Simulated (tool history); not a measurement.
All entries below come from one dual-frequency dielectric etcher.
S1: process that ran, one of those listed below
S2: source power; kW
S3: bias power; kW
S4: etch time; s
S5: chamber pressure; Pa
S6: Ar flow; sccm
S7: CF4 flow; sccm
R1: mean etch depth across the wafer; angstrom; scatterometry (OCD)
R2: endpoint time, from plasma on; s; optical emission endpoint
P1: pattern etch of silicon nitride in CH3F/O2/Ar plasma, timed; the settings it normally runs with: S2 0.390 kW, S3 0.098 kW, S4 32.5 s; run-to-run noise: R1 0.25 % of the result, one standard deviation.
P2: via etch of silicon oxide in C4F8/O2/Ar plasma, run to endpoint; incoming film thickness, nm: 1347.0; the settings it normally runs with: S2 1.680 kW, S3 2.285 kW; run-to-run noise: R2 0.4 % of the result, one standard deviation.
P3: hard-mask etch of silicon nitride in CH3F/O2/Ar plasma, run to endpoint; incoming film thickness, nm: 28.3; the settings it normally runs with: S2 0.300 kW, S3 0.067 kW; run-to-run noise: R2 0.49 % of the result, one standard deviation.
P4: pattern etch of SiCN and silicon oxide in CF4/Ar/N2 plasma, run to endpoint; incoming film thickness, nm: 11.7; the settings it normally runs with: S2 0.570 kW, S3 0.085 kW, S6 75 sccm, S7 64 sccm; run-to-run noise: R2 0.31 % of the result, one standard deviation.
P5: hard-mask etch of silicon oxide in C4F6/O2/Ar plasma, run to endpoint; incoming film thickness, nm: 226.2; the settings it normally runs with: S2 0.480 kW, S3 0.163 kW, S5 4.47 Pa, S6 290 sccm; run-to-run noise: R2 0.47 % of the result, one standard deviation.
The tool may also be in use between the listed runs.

run	hour	S1	S2	S3	S4	S5	S6	S7	R1	R2
1	8.0	P1	0.390	0.098	32.5				254.39	
2	15.7	P1	0.530	0.098	32.5				284.11	
3	24.2	P5	0.290	0.163		4.47	290			82.1680
4	33.2	P1	0.300	0.098	32.5				229.63	
5	41.4	P2	1.680	2.770						254.0800
6	47.6	P1	0.390	0.136	32.5				287.37	
7	55.7	P5	0.480	0.163		6.20	290			70.5790
8	66.4	P1	0.320	0.098	24.5				177.67	
9	75.1	P4	0.570	0.050			75	64		12.0910
10	81.6	P2	1.680	2.285						268.9400
11	93.5	P4	0.570	0.085			75	64		10.2330
12	99.3	P4	0.740	0.085			75	64		8.1366
13	107.3	P3	0.300	0.067						47.6250
14	119.6	P5	0.480	0.163		4.47	290			67.7850
15	131.2	P1	0.390	0.076	32.5				231.80	
16	140.2	P1	0.390	0.098	32.5				252.38	
17	152.5	P5	0.480	0.163		4.47	290			68.3230
18	162.1	P2	1.680	2.285						270.2500
19	171.0	P5	0.480	0.163		4.47	406			70.1580
20	181.7	P3	0.360	0.067						44.3320
21	194.1	P1	0.390	0.098	32.5				253.61	
22	201.2	P1	0.390	0.121	40.5				342.48	
23	210.5	P3	0.300	0.040						56.0630
24	217.7	P1	0.390	0.098	32.5				253.05	
25	225.5	P2	2.340	2.285						235.8300
26	231.6	P4	0.570	0.085			75	50		10.6020
27	243.0	P1	0.390	0.098	32.5				254.33	
28	252.5	P1	0.390	0.069	18.0				124.19	
29	261.9	P5	0.480	0.106		4.47	290			77.2530
30	269.9	P1	0.390	0.098	18.0				140.01	
# hour 273.0: wet clean of the chamber
31	281.3	P4	0.570	0.085			49	64		9.7226
32	290.2	P1	0.390	0.098	44.5				347.88	
33	298.4	P3	0.300	0.067						47.2720
34	304.3	P1	0.390	0.098	32.5				254.38	
35	310.7	P1	0.390	0.098	32.5				254.13	
36	322.1	P1	0.390	0.098	32.5				256.06	
37	330.7	P1	0.390	0.098	32.5				255.74	
38	342.9	P1	0.390	0.098	32.5				255.31	
# hour 352.0: wet clean of the chamber
39	353.6	P1	0.390	0.098	32.5				257.39	
40	360.0	P1	0.390	0.098	32.5				256.94	
41	367.0	P1	0.390	0.098	32.5				256.63	
42	373.3	P1	0.390	0.098	32.5				257.26	
43	383.3	P1	0.390	0.098	32.5				256.16	
44	394.8	P1	0.390	0.098	32.5				256.16	
45	407.2	P1	0.390	0.098	32.5				256.28	

P1 no longer gives what it gave before; its output has crept away from where it was. The following 2 causes, each at its listed size, fit the log equally well:
A: bias power that arrives over what is set, % = 3.52
B: source power that arrives over what is set, % = 3.47
The onset of the drift is placed at about hour 304.3.
Excluded causes, each with its reason:
chamber walls in a state that raises the etch rate, %: serviced at hour 352.0, after the change had begun; the process did not return to its earlier output

Each of the check runs listed below is run on 2 wafers and reports their average, with the results left as question marks. Pick the one under which the possible causes would lead to clearly different results.
check 1	419.6	P2	2.210	2.285						?
check 2	419.6	P5	0.480	0.163		4.47	384			?
check 3	419.6	P4	0.570	0.053			57	64		?
check 4	419.6	P3	0.360	0.067						?

How each check would come out, cause by cause:
check	result	if A	if B
check 1	R2	239.3900	238.5700
check 2	R2	69.2650	69.0680
check 3	R2	11.2910	11.0580
check 4	R2	43.8740	43.8220
Minimum pairwise separation of causes per check, each pair taken at its best-separating result: check 1 0.34 %; check 2 0.29 %; check 3 2.08 %; check 4 0.12 %
Check 3 distinguishes between the causes, while the remaining checks would return nearly the same result for all of them.

The results of check 3 are: R2 11.2700 s. Based on these, which of the listed causes is it?

It was cause A: bias power that arrives over what is set, %.
